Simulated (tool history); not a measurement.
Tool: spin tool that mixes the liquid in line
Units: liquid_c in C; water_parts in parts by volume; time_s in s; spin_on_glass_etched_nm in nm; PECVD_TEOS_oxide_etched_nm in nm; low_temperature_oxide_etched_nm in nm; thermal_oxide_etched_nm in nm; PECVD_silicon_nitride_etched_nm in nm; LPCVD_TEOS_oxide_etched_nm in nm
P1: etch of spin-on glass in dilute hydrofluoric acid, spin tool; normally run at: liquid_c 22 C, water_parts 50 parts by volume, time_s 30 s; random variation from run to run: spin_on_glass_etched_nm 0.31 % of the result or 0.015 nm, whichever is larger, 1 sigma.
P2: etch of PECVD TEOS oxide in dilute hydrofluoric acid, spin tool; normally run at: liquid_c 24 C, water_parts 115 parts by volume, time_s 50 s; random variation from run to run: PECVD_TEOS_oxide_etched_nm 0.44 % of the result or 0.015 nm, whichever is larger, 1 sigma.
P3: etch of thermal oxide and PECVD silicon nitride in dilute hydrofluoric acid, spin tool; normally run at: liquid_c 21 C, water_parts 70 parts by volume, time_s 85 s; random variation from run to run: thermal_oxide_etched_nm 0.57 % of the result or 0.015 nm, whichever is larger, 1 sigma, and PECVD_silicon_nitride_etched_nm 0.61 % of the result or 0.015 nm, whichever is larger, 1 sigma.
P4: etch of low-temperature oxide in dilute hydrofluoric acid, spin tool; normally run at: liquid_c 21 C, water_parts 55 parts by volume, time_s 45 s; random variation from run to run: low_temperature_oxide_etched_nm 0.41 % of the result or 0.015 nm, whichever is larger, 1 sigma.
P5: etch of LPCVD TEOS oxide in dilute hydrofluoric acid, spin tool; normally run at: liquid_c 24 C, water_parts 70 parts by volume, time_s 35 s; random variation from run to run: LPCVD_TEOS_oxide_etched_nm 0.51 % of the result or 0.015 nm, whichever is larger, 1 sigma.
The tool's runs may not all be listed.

run     day  process  liquid_c  water_parts  time_s  spin_on_glass_etched_nm  PECVD_TEOS_oxide_etched_nm  low_temperature_oxide_etched_nm  thermal_oxide_etched_nm  PECVD_silicon_nitride_etched_nm  LPCVD_TEOS_oxide_etched_nm
  1   0.308       P1        22           50      30                   27.295
  2   0.529       P1        22           50      45                   41.054
  3     0.8       P2        24           25      50                                               60.789
  4   1.092       P4        21           55      45                                                                                17.998
  5   1.338       P1        22           50      30                   27.103
  6   1.517       P3        21           70      85                                                                                                         5.1041                            5.851
  7   1.742       P3        21           20      85                                                                                                         18.812                           19.728
  8   1.954       P1        22           50      30                   27.301
  9   2.179       P1        17           25      30                   45.454
 10   2.546       P1        17           35      30                   31.843
 11   2.871       P1        22           50      30                   27.208
 12   3.121       P5        24           70      35                                                                                                                                                                      28.603
 13     3.3       P5        24           70      15                                                                                                                                                                       12.28
 14   3.525       P1        22           50      15                   13.628
 15   3.904       P2        24          115      15                                               3.5254
 16   4.167       P5        24          105      35                                                                                                                                                                      18.244
 17   4.442       P3      28.5           70      85                                                                                                         6.8294                           9.6587
 18   4.842       P1        22           75      55                   32.285
 19   5.112       P1      27.5           50      30                       34
 20   5.492       P1        22           25      30                    56.11
 21   5.788       P1        22           75      30                   17.677
 22   5.992       P2      31.5          115      50                                               15.619
 23   6.171       P5        18           70      35                                                                                                                                                                      22.118
 24   6.542       P4        27           55      45                                                                                23.017
 25   6.742       P2        24          115      50                                               11.767
 26   6.992       P3        21           70     135                                                                                                         7.9882                           9.3256
 27   7.271       P4        21           95      45                                                                                9.9165
 28   7.583       P4        21           55      15                                                                                6.0535
 29   7.808       P1        18           50      30                    22.98
 30   8.142       P5        24           70      35                                                                                                                                                                      28.567
 31   8.462       P1        22           50      30                   27.218
 32    8.65       P1        22           50      30                     27.2
 33   9.033       P1        22           50      30                   26.537
 34   9.312       P1        22           50      30                   26.101
 35   9.558       P1        22           50      30                   25.929
 36   9.846       P1        22           50      30                   25.941
 37  10.179       P1        22           50      30                   25.771
 38  10.483       P1        22           50      30                   25.793
 39  10.712       P1        22           50      30                   25.687
 40  10.917       P1        22           50      30                   25.808

What P1 gives has crept away from where it was. These 2 causes fit the log equally well, each at the size given:
A: hydrofluoric acid flow below the setpoint (%) = 5.31
B: liquid colder than its thermometer reads (K) = 1.39
The creep began at about day 8.65.

4 check runs are offered, each on 2 wafers whose results are averaged, their results left as question marks. Which one tells the causes apart?
check 1  11.121       P2        24          115      50                                                    ?
check 2  11.121       P5        24           70      35                                                                                                                                                                           ?
check 3  11.121       P4        21           55      45                                                                                     ?
check 4  11.121       P3        21           70      85                                                                                                              ?                                ?

What each check would give under each cause:
  check                           result    if A    if B
check 1       PECVD_TEOS_oxide_etched_nm  11.009  11.091
check 2       LPCVD_TEOS_oxide_etched_nm  26.994  27.076
check 3  low_temperature_oxide_etched_nm  17.022  17.014
check 4          thermal_oxide_etched_nm  4.7763  4.7822
check 4  PECVD_silicon_nitride_etched_nm  5.5605   5.331
How far apart the two closest causes lie, in the result that separates them most: check 1 0.74 %; check 2 0.3 %; check 3 0.04 %; check 4 4.21 %
Check 4 tells the causes apart: in the others they would give nearly the same result.

Check 4 was then run and gave: thermal_oxide_etched_nm 4.8157 nm; PECVD_silicon_nitride_etched_nm 5.3063 nm. Which cause is it?

It is B: liquid colder than its thermometer reads (K).

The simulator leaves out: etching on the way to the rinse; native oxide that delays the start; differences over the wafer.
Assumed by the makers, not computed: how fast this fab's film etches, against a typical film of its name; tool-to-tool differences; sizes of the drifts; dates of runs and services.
